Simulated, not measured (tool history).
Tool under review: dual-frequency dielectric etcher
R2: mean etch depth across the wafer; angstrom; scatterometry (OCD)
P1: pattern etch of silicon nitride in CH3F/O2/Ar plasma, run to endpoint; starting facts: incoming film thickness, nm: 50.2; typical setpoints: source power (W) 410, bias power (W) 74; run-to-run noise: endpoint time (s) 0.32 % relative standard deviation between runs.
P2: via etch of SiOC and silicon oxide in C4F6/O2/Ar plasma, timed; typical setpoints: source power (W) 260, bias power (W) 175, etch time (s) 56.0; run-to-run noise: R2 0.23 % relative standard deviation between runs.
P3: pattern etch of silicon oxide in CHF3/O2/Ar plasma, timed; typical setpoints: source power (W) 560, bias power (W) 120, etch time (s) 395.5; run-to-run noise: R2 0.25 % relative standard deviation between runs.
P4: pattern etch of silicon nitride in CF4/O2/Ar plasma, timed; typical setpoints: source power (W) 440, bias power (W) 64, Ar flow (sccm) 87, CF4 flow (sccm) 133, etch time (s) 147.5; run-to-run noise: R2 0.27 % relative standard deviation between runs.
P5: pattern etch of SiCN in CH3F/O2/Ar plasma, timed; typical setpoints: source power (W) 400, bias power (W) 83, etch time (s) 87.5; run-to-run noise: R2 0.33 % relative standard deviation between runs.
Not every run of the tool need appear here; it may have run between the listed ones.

run 1 hour=9.0 | process_that_ran=P1 source_power_(W)=410 bias_power_(W)=74 | endpoint_time_(s)=72.691
run 2 hour=23.2 | process_that_ran=P3 source_power_(W)=560 bias_power_(W)=120 etch_time_(s)=395.5 | R2=6748.30
run 3 hour=41.2 | process_that_ran=P2 source_power_(W)=330 bias_power_(W)=175 etch_time_(s)=56.0 | R2=582.78
run 4 hour=58.3 | process_that_ran=P3 source_power_(W)=560 bias_power_(W)=120 etch_time_(s)=395.5 | R2=6740.70
run 5 hour=67.1 | process_that_ran=P1 source_power_(W)=410 bias_power_(W)=88 | endpoint_time_(s)=69.193
run 6 hour=81.4 | process_that_ran=P1 source_power_(W)=410 bias_power_(W)=74 | endpoint_time_(s)=72.643
run 7 hour=96.9 | process_that_ran=P5 source_power_(W)=400 bias_power_(W)=83 etch_time_(s)=87.5 | R2=352.06
run 8 hour=112.9 | process_that_ran=P1 source_power_(W)=410 bias_power_(W)=74 | endpoint_time_(s)=72.911
run 9 hour=120.7 | process_that_ran=P2 source_power_(W)=260 bias_power_(W)=175 etch_time_(s)=56.0 | R2=534.19
run 10 hour=135.6 | process_that_ran=P1 source_power_(W)=500 bias_power_(W)=74 | endpoint_time_(s)=67.674
run 11 hour=153.0 | process_that_ran=P2 source_power_(W)=260 bias_power_(W)=175 etch_time_(s)=56.0 | R2=533.69
run 12 hour=169.7 | process_that_ran=P3 source_power_(W)=560 bias_power_(W)=71 etch_time_(s)=395.5 | R2=5841.40
run 13 hour=186.2 | process_that_ran=P4 source_power_(W)=440 bias_power_(W)=64 etch_time_(s)=147.5 Ar_flow_(sccm)=108 CF4_flow_(sccm)=133 | R2=2873.90
run 14 hour=198.0 | process_that_ran=P4 source_power_(W)=440 bias_power_(W)=64 etch_time_(s)=147.5 Ar_flow_(sccm)=87 CF4_flow_(sccm)=133 | R2=2934.80
run 15 hour=215.7 | process_that_ran=P3 source_power_(W)=560 bias_power_(W)=120 etch_time_(s)=221.5 | R2=3779.60
run 16 hour=226.8 | process_that_ran=P5 source_power_(W)=400 bias_power_(W)=83 etch_time_(s)=128.0 | R2=511.70
run 17 hour=235.5 | process_that_ran=P5 source_power_(W)=400 bias_power_(W)=52 etch_time_(s)=87.5 | R2=297.80
run 18 hour=244.8 | process_that_ran=P4 source_power_(W)=440 bias_power_(W)=39 etch_time_(s)=147.5 Ar_flow_(sccm)=87 CF4_flow_(sccm)=133 | R2=2458.00
run 19 hour=255.6 | process_that_ran=P4 source_power_(W)=560 bias_power_(W)=64 etch_time_(s)=147.5 Ar_flow_(sccm)=87 CF4_flow_(sccm)=133 | R2=3622.40
run 20 hour=269.5 | process_that_ran=P4 source_power_(W)=440 bias_power_(W)=64 etch_time_(s)=147.5 Ar_flow_(sccm)=87 CF4_flow_(sccm)=95 | R2=2834.90
run 21 hour=283.6 | process_that_ran=P1 source_power_(W)=410 bias_power_(W)=74 | endpoint_time_(s)=72.784
run 22 hour=294.8 | process_that_ran=P4 source_power_(W)=440 bias_power_(W)=64 etch_time_(s)=114.5 Ar_flow_(sccm)=87 CF4_flow_(sccm)=133 | R2=2278.90
run 23 hour=307.4 | process_that_ran=P2 source_power_(W)=260 bias_power_(W)=107 etch_time_(s)=56.0 | R2=456.43
-- hour=312.4 bias power generator calibrated
run 24 hour=316.7 | process_that_ran=P3 source_power_(W)=660 bias_power_(W)=120 etch_time_(s)=395.5 | R2=7219.70
run 25 hour=325.3 | process_that_ran=P1 source_power_(W)=410 bias_power_(W)=56 | endpoint_time_(s)=80.405
run 26 hour=342.6 | process_that_ran=P5 source_power_(W)=400 bias_power_(W)=83 etch_time_(s)=87.5 | R2=349.65
run 27 hour=354.9 | process_that_ran=P1 source_power_(W)=310 bias_power_(W)=74 | endpoint_time_(s)=81.222
run 28 hour=372.9 | process_that_ran=P1 source_power_(W)=410 bias_power_(W)=74 | endpoint_time_(s)=73.241
run 29 hour=381.6 | process_that_ran=P1 source_power_(W)=410 bias_power_(W)=74 | endpoint_time_(s)=73.037
run 30 hour=395.6 | process_that_ran=P5 source_power_(W)=310 bias_power_(W)=83 etch_time_(s)=87.5 | R2=319.63
run 31 hour=411.8 | process_that_ran=P1 source_power_(W)=410 bias_power_(W)=74 | endpoint_time_(s)=72.693
run 32 hour=426.2 | process_that_ran=P1 source_power_(W)=510 bias_power_(W)=90 | endpoint_time_(s)=62.997
run 33 hour=441.4 | process_that_ran=P2 source_power_(W)=260 bias_power_(W)=175 etch_time_(s)=32.5 | R2=310.61
run 34 hour=450.6 | process_that_ran=P1 source_power_(W)=410 bias_power_(W)=74 | endpoint_time_(s)=73.444
run 35 hour=462.8 | process_that_ran=P1 source_power_(W)=410 bias_power_(W)=74 | endpoint_time_(s)=73.133
run 36 hour=479.0 | process_that_ran=P1 source_power_(W)=410 bias_power_(W)=74 | endpoint_time_(s)=73.457
run 37 hour=489.0 | process_that_ran=P1 source_power_(W)=410 bias_power_(W)=74 | endpoint_time_(s)=73.772
-- hour=493.8 wet clean of the chamber
run 38 hour=502.2 | process_that_ran=P1 source_power_(W)=410 bias_power_(W)=74 | endpoint_time_(s)=74.223
run 39 hour=510.5 | process_that_ran=P1 source_power_(W)=410 bias_power_(W)=74 | endpoint_time_(s)=73.907
run 40 hour=528.6 | process_that_ran=P1 source_power_(W)=410 bias_power_(W)=74 | endpoint_time_(s)=74.390
run 41 hour=546.3 | process_that_ran=P1 source_power_(W)=410 bias_power_(W)=74 | endpoint_time_(s)=74.098

P1 has crept away from where it was. The log is fitted equally well by each of these 2 causes, at the sizes shown:
A: bias power that arrives under what is set, % = 4.6
B: source power that arrives under what is set, % = 4.16
The creep began at about hour 450.6.
Each remaining cause and why it is not a fit:
chamber walls in a state that lowers the etch rate, %: serviced after onset, at hour 493.8, with no recovery of the prior output

Each of the 4 check runs below uses one wafer; its results are left as question marks. Which run tells the causes apart?
run check 1 hour=564.0 | process_that_ran=P5 source_power_(W)=320 bias_power_(W)=83 etch_time_(s)=87.5 | R2=?
run check 2 hour=564.0 | process_that_ran=P4 source_power_(W)=440 bias_power_(W)=40 etch_time_(s)=147.5 Ar_flow_(sccm)=87 CF4_flow_(sccm)=133 | R2=?
run check 3 hour=564.0 | process_that_ran=P2 source_power_(W)=260 bias_power_(W)=125 etch_time_(s)=56.0 | R2=?
run check 4 hour=564.0 | process_that_ran=P3 source_power_(W)=560 bias_power_(W)=77 etch_time_(s)=395.5 | R2=?

How each check would come out, cause by cause:
check=check_1 result=R2 if_A=316.90 if_B=317.40
check=check_2 result=R2 if_A=2445.30 if_B=2393.40
check=check_3 result=R2 if_A=472.12 if_B=471.04
check=check_4 result=R2 if_A=5875.40 if_B=5850.10
Separation of the two closest causes in each check, using whichever result separates them best: check 1 0.16 %; check 2 2.15 %; check 3 0.23 %; check 4 0.43 %
Of the check runs offered, only check 2 discriminates between the causes; the rest would read about the same regardless of which cause applies.

After running check 2, the following was obtained: R2 2444.80 angstrom. Which cause does this point to?

The cause is A: bias power that arrives under what is set, %.
